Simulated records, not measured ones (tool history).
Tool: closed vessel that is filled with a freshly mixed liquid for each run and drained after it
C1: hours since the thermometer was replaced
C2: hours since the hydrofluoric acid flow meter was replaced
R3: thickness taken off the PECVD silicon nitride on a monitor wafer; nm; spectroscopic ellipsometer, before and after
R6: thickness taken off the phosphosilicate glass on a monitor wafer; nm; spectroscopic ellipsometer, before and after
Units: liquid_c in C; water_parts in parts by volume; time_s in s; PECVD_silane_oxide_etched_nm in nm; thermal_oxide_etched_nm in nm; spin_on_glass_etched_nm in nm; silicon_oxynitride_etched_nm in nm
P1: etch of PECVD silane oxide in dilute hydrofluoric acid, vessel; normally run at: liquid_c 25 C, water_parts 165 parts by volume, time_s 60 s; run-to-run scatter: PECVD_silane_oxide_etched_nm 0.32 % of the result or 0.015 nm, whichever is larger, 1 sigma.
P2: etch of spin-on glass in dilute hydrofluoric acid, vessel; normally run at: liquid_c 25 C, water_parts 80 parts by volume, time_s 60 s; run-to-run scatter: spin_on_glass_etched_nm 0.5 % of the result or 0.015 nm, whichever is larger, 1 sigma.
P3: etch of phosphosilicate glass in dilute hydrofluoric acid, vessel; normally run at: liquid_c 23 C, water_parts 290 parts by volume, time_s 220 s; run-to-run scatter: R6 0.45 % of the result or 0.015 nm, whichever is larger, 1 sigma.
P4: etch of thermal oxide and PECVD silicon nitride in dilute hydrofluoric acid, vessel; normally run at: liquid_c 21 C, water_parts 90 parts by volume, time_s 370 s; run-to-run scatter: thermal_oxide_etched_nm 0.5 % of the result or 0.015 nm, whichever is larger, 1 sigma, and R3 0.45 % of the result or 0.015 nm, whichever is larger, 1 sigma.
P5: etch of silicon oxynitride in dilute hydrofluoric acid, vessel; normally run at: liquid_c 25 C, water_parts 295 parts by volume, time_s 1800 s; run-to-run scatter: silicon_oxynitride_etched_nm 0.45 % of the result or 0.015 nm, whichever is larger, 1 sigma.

{"run": 1, "hour": 13.4, "process": "P1", "liquid_c": 25, "water_parts": 165, "time_s": 60, "C1": 1644.9, "C2": 193.6, "PECVD_silane_oxide_etched_nm": 9.7983}
{"run": 2, "hour": 26.5, "process": "P4", "liquid_c": 21, "water_parts": 90, "time_s": 370, "C1": 1658, "C2": 206.7, "thermal_oxide_etched_nm": 17.818, "R3": 12.452}
{"run": 3, "hour": 37.2, "process": "P2", "liquid_c": 25, "water_parts": 80, "time_s": 95, "C1": 1668.7, "C2": 217.4, "spin_on_glass_etched_nm": 55.781}
{"run": 4, "hour": 53.3, "process": "P1", "liquid_c": 25, "water_parts": 165, "time_s": 60, "C1": 1684.8, "C2": 233.5, "PECVD_silane_oxide_etched_nm": 9.8519}
{"run": 5, "hour": 64.2, "process": "P1", "liquid_c": 25, "water_parts": 70, "time_s": 60, "C1": 1695.7, "C2": 244.4, "PECVD_silane_oxide_etched_nm": 25.876}
{"run": 6, "hour": 77.9, "process": "P5", "liquid_c": 25, "water_parts": 295, "time_s": 565, "C1": 1709.4, "C2": 258.1, "silicon_oxynitride_etched_nm": 2.4234}
{"run": 7, "hour": 89.4, "process": "P5", "liquid_c": 20.5, "water_parts": 295, "time_s": 1800, "C1": 1720.9, "C2": 269.6, "silicon_oxynitride_etched_nm": 6.3348}
{"run": 8, "hour": 105.7, "process": "P2", "liquid_c": 25, "water_parts": 80, "time_s": 60, "C1": 1737.2, "C2": 285.9, "spin_on_glass_etched_nm": 35.211}
{"run": 9, "hour": 116.5, "process": "P3", "liquid_c": 23, "water_parts": 290, "time_s": 380, "C1": 1748, "C2": 296.7, "R6": 60.333}
{"run": 10, "hour": 130.2, "process": "P1", "liquid_c": 32.5, "water_parts": 115, "time_s": 60, "C1": 1761.7, "C2": 310.4, "PECVD_silane_oxide_etched_nm": 19.889}
{"run": 11, "hour": 144.2, "process": "P4", "liquid_c": 17, "water_parts": 90, "time_s": 370, "C1": 1775.7, "C2": 324.4, "thermal_oxide_etched_nm": 15.108, "R3": 9.4363}
{"run": 12, "hour": 160.9, "process": "P4", "liquid_c": 21, "water_parts": 90, "time_s": 695, "C1": 1792.4, "C2": 341.1, "thermal_oxide_etched_nm": 33.33, "R3": 23.331}
{"run": 13, "hour": 171.7, "process": "P1", "liquid_c": 30.5, "water_parts": 165, "time_s": 60, "C1": 1803.2, "C2": 351.9, "PECVD_silane_oxide_etched_nm": 11.974}
{"run": 14, "hour": 180.6, "process": "P1", "liquid_c": 25, "water_parts": 165, "time_s": 30, "C1": 1812.1, "C2": 360.8, "PECVD_silane_oxide_etched_nm": 4.9342}
{"run": 15, "hour": 190.9, "process": "P1", "liquid_c": 25, "water_parts": 295, "time_s": 60, "C1": 1822.4, "C2": 371.1, "PECVD_silane_oxide_etched_nm": 4.7743}
{"run": 16, "hour": 201.1, "process": "P3", "liquid_c": 23, "water_parts": 445, "time_s": 220, "C1": 1832.6, "C2": 381.3, "R6": 19.838}
{"run": 17, "hour": 211.5, "process": "P3", "liquid_c": 23, "water_parts": 290, "time_s": 220, "C1": 1843, "C2": 391.7, "R6": 35.099}
{"run": 18, "hour": 222.7, "process": "P4", "liquid_c": 21, "water_parts": 25, "time_s": 370, "C1": 1854.2, "C2": 402.9, "thermal_oxide_etched_nm": 70.028, "R3": 43.241}
{"run": 19, "hour": 237.7, "process": "P5", "liquid_c": 25, "water_parts": 60, "time_s": 1800, "C1": 1869.2, "C2": 417.9, "silicon_oxynitride_etched_nm": 45.414}
{"run": 20, "hour": 246.8, "process": "P5", "liquid_c": 25, "water_parts": 295, "time_s": 1800, "C1": 1878.3, "C2": 427, "silicon_oxynitride_etched_nm": 7.6239}
{"run": 21, "hour": 257.4, "process": "P3", "liquid_c": 19, "water_parts": 290, "time_s": 220, "C1": 1888.9, "C2": 437.6, "R6": 30.206}
{"run": 22, "hour": 271.4, "process": "P1", "liquid_c": 25, "water_parts": 165, "time_s": 60, "C1": 1902.9, "C2": 451.6, "PECVD_silane_oxide_etched_nm": 9.8265}
{"run": 23, "hour": 286.3, "process": "P2", "liquid_c": 21, "water_parts": 80, "time_s": 60, "C1": 1917.8, "C2": 466.5, "spin_on_glass_etched_nm": 29.916}
{"run": 24, "hour": 299.0, "process": "P3", "liquid_c": 23, "water_parts": 290, "time_s": 220, "C1": 1930.5, "C2": 479.2, "R6": 35.072}
{"run": 25, "hour": 312.5, "process": "P1", "liquid_c": 25, "water_parts": 165, "time_s": 95, "C1": 1944, "C2": 492.7, "PECVD_silane_oxide_etched_nm": 15.507}
{"hour": 321.0, "done": "thermometer replaced"}
{"run": 26, "hour": 329.2, "process": "P1", "liquid_c": 19.5, "water_parts": 165, "time_s": 60, "C1": 8.2, "C2": 509.4, "PECVD_silane_oxide_etched_nm": 7.9279}
{"run": 27, "hour": 344.8, "process": "P1", "liquid_c": 21, "water_parts": 165, "time_s": 30, "C1": 23.8, "C2": 525, "PECVD_silane_oxide_etched_nm": 4.2303}
{"run": 28, "hour": 355.2, "process": "P1", "liquid_c": 25, "water_parts": 165, "time_s": 60, "C1": 34.2, "C2": 535.4, "PECVD_silane_oxide_etched_nm": 9.8117}
{"run": 29, "hour": 370.6, "process": "P2", "liquid_c": 25, "water_parts": 135, "time_s": 60, "C1": 49.6, "C2": 550.8, "spin_on_glass_etched_nm": 19.567}
{"run": 30, "hour": 386.4, "process": "P1", "liquid_c": 25, "water_parts": 165, "time_s": 60, "C1": 65.4, "C2": 566.6, "PECVD_silane_oxide_etched_nm": 9.851}
{"run": 31, "hour": 396.1, "process": "P1", "liquid_c": 25, "water_parts": 165, "time_s": 60, "C1": 75.1, "C2": 576.3, "PECVD_silane_oxide_etched_nm": 10.146}
{"run": 32, "hour": 408.5, "process": "P1", "liquid_c": 25, "water_parts": 165, "time_s": 60, "C1": 87.5, "C2": 588.7, "PECVD_silane_oxide_etched_nm": 10.353}
{"run": 33, "hour": 422.0, "process": "P1", "liquid_c": 25, "water_parts": 165, "time_s": 60, "C1": 101, "C2": 602.2, "PECVD_silane_oxide_etched_nm": 10.342}
{"run": 34, "hour": 438.8, "process": "P1", "liquid_c": 25, "water_parts": 165, "time_s": 60, "C1": 117.8, "C2": 619, "PECVD_silane_oxide_etched_nm": 10.527}
{"run": 35, "hour": 451.4, "process": "P1", "liquid_c": 25, "water_parts": 165, "time_s": 60, "C1": 130.4, "C2": 631.6, "PECVD_silane_oxide_etched_nm": 10.475}
{"run": 36, "hour": 466.6, "process": "P1", "liquid_c": 25, "water_parts": 165, "time_s": 60, "C1": 145.6, "C2": 646.8, "PECVD_silane_oxide_etched_nm": 10.5}

What P1 gives has crept away from where it was. These 2 causes fit the log equally well, each at the size given:
A: liquid hotter than its thermometer reads (K) = 1.85
B: hydrofluoric acid flow above the setpoint (%) = 5.93
The creep began at about hour 386.4.

4 check runs are offered, one wafer each, their results left as question marks. Which one tells the causes apart?
{"run": "check 1", "hour": 481.8, "process": "P3", "liquid_c": 23, "water_parts": 290, "time_s": 220, "R6": "?"}
{"run": "check 2", "hour": 481.8, "process": "P2", "liquid_c": 25, "water_parts": 80, "time_s": 60, "spin_on_glass_etched_nm": "?"}
{"run": "check 3", "hour": 481.8, "process": "P5", "liquid_c": 25, "water_parts": 295, "time_s": 1800, "silicon_oxynitride_etched_nm": "?"}
{"run": "check 4", "hour": 481.8, "process": "P4", "liquid_c": 21, "water_parts": 90, "time_s": 370, "thermal_oxide_etched_nm": "?", "R3": "?"}

What each check would give under each cause:
check=check_1 result=R6 if_A=37.406 if_B=37.729
check=check_2 result=spin_on_glass_etched_nm if_A=37.736 if_B=37.372
check=check_3 result=silicon_oxynitride_etched_nm if_A=8.275 if_B=8.2129
check=check_4 result=thermal_oxide_etched_nm if_A=19.145 if_B=18.923
check=check_4 result=R3 if_A=14.02 if_B=13.097
How far apart the two closest causes lie, in the result that separates them most: check 1 0.86 %; check 2 0.97 %; check 3 0.75 %; check 4 6.81 %
Only check 4 tells the causes apart: in the others they would give nearly the same result.

Then check 4 was run and gave: thermal_oxide_etched_nm 19.033 nm; R3 14.04 nm. Which cause is it?

It is A: liquid hotter than its thermometer reads (K).
